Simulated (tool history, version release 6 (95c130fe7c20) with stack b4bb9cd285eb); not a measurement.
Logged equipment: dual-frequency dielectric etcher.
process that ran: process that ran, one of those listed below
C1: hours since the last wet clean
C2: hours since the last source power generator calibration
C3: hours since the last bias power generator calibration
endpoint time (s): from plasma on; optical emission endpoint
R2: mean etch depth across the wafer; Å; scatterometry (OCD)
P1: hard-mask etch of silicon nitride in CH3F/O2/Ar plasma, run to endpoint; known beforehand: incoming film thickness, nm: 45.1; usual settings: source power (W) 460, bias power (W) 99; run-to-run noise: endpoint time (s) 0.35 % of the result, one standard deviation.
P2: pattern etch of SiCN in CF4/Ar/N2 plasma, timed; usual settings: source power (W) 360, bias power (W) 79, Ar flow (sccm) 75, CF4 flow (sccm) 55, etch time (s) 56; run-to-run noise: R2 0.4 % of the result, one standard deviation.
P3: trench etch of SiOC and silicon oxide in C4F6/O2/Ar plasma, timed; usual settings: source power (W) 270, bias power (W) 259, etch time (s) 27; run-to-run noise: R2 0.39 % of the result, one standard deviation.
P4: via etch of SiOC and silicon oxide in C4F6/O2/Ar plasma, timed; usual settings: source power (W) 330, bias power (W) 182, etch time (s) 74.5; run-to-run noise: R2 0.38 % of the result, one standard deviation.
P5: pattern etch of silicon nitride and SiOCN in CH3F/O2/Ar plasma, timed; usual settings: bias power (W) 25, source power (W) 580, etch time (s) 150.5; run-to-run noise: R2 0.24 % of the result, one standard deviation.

{"run": 1, "hour": 6.1, "process that ran": "P1", "source power (W)": 460, "bias power (W)": 99, "C1": 366.9, "C2": 1345.5, "C3": 1960, "endpoint time (s)": 56.587}
{"run": 2, "hour": 13.1, "process that ran": "P2", "source power (W)": 360, "bias power (W)": 79, "Ar flow (sccm)": 92, "CF4 flow (sccm)": 55, "etch time (s)": 56, "C1": 373.9, "C2": 1352.5, "C3": 1967, "R2": 400.93}
{"run": 3, "hour": 21.9, "process that ran": "P5", "source power (W)": 580, "bias power (W)": 25, "etch time (s)": 91, "C1": 382.7, "C2": 1361.3, "C3": 1975.8, "R2": 144.07}
{"run": 4, "hour": 28.8, "process that ran": "P4", "source power (W)": 330, "bias power (W)": 228, "etch time (s)": 74.5, "C1": 389.6, "C2": 1368.2, "C3": 1982.7, "R2": 830.71}
{"run": 5, "hour": 34.9, "process that ran": "P2", "source power (W)": 360, "bias power (W)": 64, "Ar flow (sccm)": 75, "CF4 flow (sccm)": 55, "etch time (s)": 56, "C1": 395.7, "C2": 1374.3, "C3": 1988.8, "R2": 381.96}
{"run": 6, "hour": 46.9, "process that ran": "P1", "source power (W)": 340, "bias power (W)": 99, "C1": 407.7, "C2": 1386.3, "C3": 2000.8, "endpoint time (s)": 63.161}
{"run": 7, "hour": 52.4, "process that ran": "P2", "source power (W)": 360, "bias power (W)": 79, "Ar flow (sccm)": 75, "CF4 flow (sccm)": 70, "etch time (s)": 56, "C1": 413.2, "C2": 1391.8, "C3": 2006.3, "R2": 426.26}
{"run": 8, "hour": 62.1, "process that ran": "P1", "source power (W)": 460, "bias power (W)": 99, "C1": 422.9, "C2": 1401.5, "C3": 2016, "endpoint time (s)": 56.6}
{"run": 9, "hour": 72.3, "process that ran": "P5", "source power (W)": 420, "bias power (W)": 25, "etch time (s)": 150.5, "C1": 433.1, "C2": 1411.7, "C3": 2026.2, "R2": 212.32}
{"hour": 78.9, "done": "wet clean of the chamber"}
{"run": 10, "hour": 84.1, "process that ran": "P4", "source power (W)": 330, "bias power (W)": 182, "etch time (s)": 55.5, "C1": 5.3, "C2": 1423.5, "C3": 2038, "R2": 569.56}
{"run": 11, "hour": 91.4, "process that ran": "P3", "source power (W)": 270, "bias power (W)": 259, "etch time (s)": 35.5, "C1": 12.6, "C2": 1430.8, "C3": 2045.3, "R2": 698.85}
{"run": 12, "hour": 98.0, "process that ran": "P1", "source power (W)": 460, "bias power (W)": 72, "C1": 19.2, "C2": 1437.4, "C3": 2051.9, "endpoint time (s)": 62.789}
{"run": 13, "hour": 103.5, "process that ran": "P4", "source power (W)": 330, "bias power (W)": 182, "etch time (s)": 74.5, "C1": 24.7, "C2": 1442.9, "C3": 2057.4, "R2": 770.83}
{"run": 14, "hour": 113.3, "process that ran": "P2", "source power (W)": 360, "bias power (W)": 79, "Ar flow (sccm)": 75, "CF4 flow (sccm)": 55, "etch time (s)": 56, "C1": 34.5, "C2": 1452.7, "C3": 2067.2, "R2": 409.3}
{"run": 15, "hour": 118.9, "process that ran": "P1", "source power (W)": 460, "bias power (W)": 99, "C1": 40.1, "C2": 1458.3, "C3": 2072.8, "endpoint time (s)": 56.375}
{"run": 16, "hour": 125.0, "process that ran": "P4", "source power (W)": 420, "bias power (W)": 182, "etch time (s)": 74.5, "C1": 46.2, "C2": 1464.4, "C3": 2078.9, "R2": 849.97}
{"run": 17, "hour": 135.1, "process that ran": "P3", "source power (W)": 270, "bias power (W)": 178, "etch time (s)": 27, "C1": 56.3, "C2": 1474.5, "C3": 2089, "R2": 469.24}
{"hour": 137.5, "done": "bias power generator calibrated"}
{"hour": 138.3, "done": "source power generator calibrated"}
{"run": 18, "hour": 143.5, "process that ran": "P3", "source power (W)": 270, "bias power (W)": 259, "etch time (s)": 27, "C1": 64.7, "C2": 5.3, "C3": 6.1, "R2": 532.59}
{"run": 19, "hour": 150.1, "process that ran": "P5", "source power (W)": 580, "bias power (W)": 25, "etch time (s)": 150.5, "C1": 71.3, "C2": 11.9, "C3": 12.7, "R2": 237.87}
{"run": 20, "hour": 156.1, "process that ran": "P5", "source power (W)": 580, "bias power (W)": 16, "etch time (s)": 150.5, "C1": 77.3, "C2": 17.9, "C3": 18.7, "R2": 197.66}
{"run": 21, "hour": 167.6, "process that ran": "P2", "source power (W)": 360, "bias power (W)": 79, "Ar flow (sccm)": 75, "CF4 flow (sccm)": 55, "etch time (s)": 56, "C1": 88.8, "C2": 29.4, "C3": 30.2, "R2": 411.82}
{"run": 22, "hour": 178.7, "process that ran": "P2", "source power (W)": 360, "bias power (W)": 79, "Ar flow (sccm)": 75, "CF4 flow (sccm)": 55, "etch time (s)": 33.5, "C1": 99.9, "C2": 40.5, "C3": 41.3, "R2": 245.73}
{"run": 23, "hour": 189.3, "process that ran": "P3", "source power (W)": 160, "bias power (W)": 259, "etch time (s)": 27, "C1": 110.5, "C2": 51.1, "C3": 51.9, "R2": 440.06}
{"run": 24, "hour": 196.2, "process that ran": "P1", "source power (W)": 460, "bias power (W)": 99, "C1": 117.4, "C2": 58, "C3": 58.8, "endpoint time (s)": 56.085}
{"run": 25, "hour": 205.8, "process that ran": "P1", "source power (W)": 370, "bias power (W)": 135, "C1": 127, "C2": 67.6, "C3": 68.4, "endpoint time (s)": 54.325}
{"run": 26, "hour": 216.3, "process that ran": "P1", "source power (W)": 610, "bias power (W)": 99, "C1": 137.5, "C2": 78.1, "C3": 78.9, "endpoint time (s)": 50.535}
{"run": 27, "hour": 224.6, "process that ran": "P2", "source power (W)": 480, "bias power (W)": 79, "Ar flow (sccm)": 75, "CF4 flow (sccm)": 55, "etch time (s)": 56, "C1": 145.8, "C2": 86.4, "C3": 87.2, "R2": 527.36}
{"run": 28, "hour": 230.3, "process that ran": "P1", "source power (W)": 460, "bias power (W)": 133, "C1": 151.5, "C2": 92.1, "C3": 92.9, "endpoint time (s)": 50.78}
{"run": 29, "hour": 236.7, "process that ran": "P5", "source power (W)": 580, "bias power (W)": 25, "etch time (s)": 150.5, "C1": 157.9, "C2": 98.5, "C3": 99.3, "R2": 237.89}
{"run": 30, "hour": 242.9, "process that ran": "P1", "source power (W)": 460, "bias power (W)": 99, "C1": 164.1, "C2": 104.7, "C3": 105.5, "endpoint time (s)": 56.775}
{"run": 31, "hour": 251.9, "process that ran": "P1", "source power (W)": 460, "bias power (W)": 99, "C1": 173.1, "C2": 113.7, "C3": 114.5, "endpoint time (s)": 56.445}
{"run": 32, "hour": 257.6, "process that ran": "P1", "source power (W)": 460, "bias power (W)": 99, "C1": 178.8, "C2": 119.4, "C3": 120.2, "endpoint time (s)": 56.497}
{"run": 33, "hour": 263.4, "process that ran": "P1", "source power (W)": 460, "bias power (W)": 99, "C1": 184.6, "C2": 125.2, "C3": 126, "endpoint time (s)": 56.807}
{"run": 34, "hour": 271.6, "process that ran": "P1", "source power (W)": 460, "bias power (W)": 99, "C1": 192.8, "C2": 133.4, "C3": 134.2, "endpoint time (s)": 56.829}
{"run": 35, "hour": 277.2, "process that ran": "P1", "source power (W)": 460, "bias power (W)": 99, "C1": 198.4, "C2": 139, "C3": 139.8, "endpoint time (s)": 57.191}
{"hour": 283.0, "done": "wet clean of the chamber"}
{"run": 36, "hour": 284.1, "process that ran": "P1", "source power (W)": 460, "bias power (W)": 99, "C1": 1.2, "C2": 145.9, "C3": 146.7, "endpoint time (s)": 57.297}
{"run": 37, "hour": 291.6, "process that ran": "P1", "source power (W)": 460, "bias power (W)": 99, "C1": 8.7, "C2": 153.4, "C3": 154.2, "endpoint time (s)": 57.065}
{"run": 38, "hour": 301.4, "process that ran": "P1", "source power (W)": 460, "bias power (W)": 99, "C1": 18.5, "C2": 163.2, "C3": 164, "endpoint time (s)": 57.177}
{"run": 39, "hour": 313.1, "process that ran": "P1", "source power (W)": 460, "bias power (W)": 99, "C1": 30.2, "C2": 174.9, "C3": 175.7, "endpoint time (s)": 57.379}
{"run": 40, "hour": 323.0, "process that ran": "P1", "source power (W)": 460, "bias power (W)": 99, "C1": 40.1, "C2": 184.8, "C3": 185.6, "endpoint time (s)": 57.673}
{"run": 41, "hour": 331.1, "process that ran": "P1", "source power (W)": 460, "bias power (W)": 99, "C1": 48.2, "C2": 192.9, "C3": 193.7, "endpoint time (s)": 57.08}

What P1 gives has crept off from where it sat before. The 2 causes that follow fit the log equally well, each at the size noted:
A: source power that arrives under what is set, % = 4.56
B: bias power that arrives under what is set, % = 4.71
The process output started creeping at around hour 251.9.
Ruled out, with reasons:
chamber walls in a state that lowers the etch rate, %: was serviced at hour 283, once the creep was under way, yet the earlier output never came back

Which of the check runs below tells the causes apart, meaning the causes would give it clearly different results? Each run uses 2 wafers whose results are averaged, and each result is shown as a question mark.
{"run": "check 1", "hour": 339.2, "process that ran": "P3", "source power (W)": 220, "bias power (W)": 259, "etch time (s)": 27, "R2": "?"}
{"run": "check 2", "hour": 339.2, "process that ran": "P5", "source power (W)": 580, "bias power (W)": 17, "etch time (s)": 103, "R2": "?"}
{"run": "check 3", "hour": 339.2, "process that ran": "P4", "source power (W)": 420, "bias power (W)": 182, "etch time (s)": 60.5, "R2": "?"}
{"run": "check 4", "hour": 339.2, "process that ran": "P2", "source power (W)": 460, "bias power (W)": 79, "Ar flow (sccm)": 75, "CF4 flow (sccm)": 70, "etch time (s)": 56, "R2": "?"}

Expected result of each check under each candidate cause:
check=check_1 result=R2 if_A=484.74 if_B=485.03
check=check_2 result=R2 if_A=136.15 if_B=135.8
check=check_3 result=R2 if_A=674.15 if_B=675.94
check=check_4 result=R2 if_A=505.46 if_B=518.18
Per check, the gap between the least separated pair of causes, taken in the result that splits them most: check 1 0.06 %; check 2 0.26 %; check 3 0.26 %; check 4 2.49 %
Of the check runs offered, only check 4 discriminates between the causes; the rest would read about the same regardless of which cause applies.

Check 4 was carried out, with these results: R2 517.63 Å. Which of the listed causes is responsible?

Of the candidate causes, it is B: bias power that arrives under what is set, %.

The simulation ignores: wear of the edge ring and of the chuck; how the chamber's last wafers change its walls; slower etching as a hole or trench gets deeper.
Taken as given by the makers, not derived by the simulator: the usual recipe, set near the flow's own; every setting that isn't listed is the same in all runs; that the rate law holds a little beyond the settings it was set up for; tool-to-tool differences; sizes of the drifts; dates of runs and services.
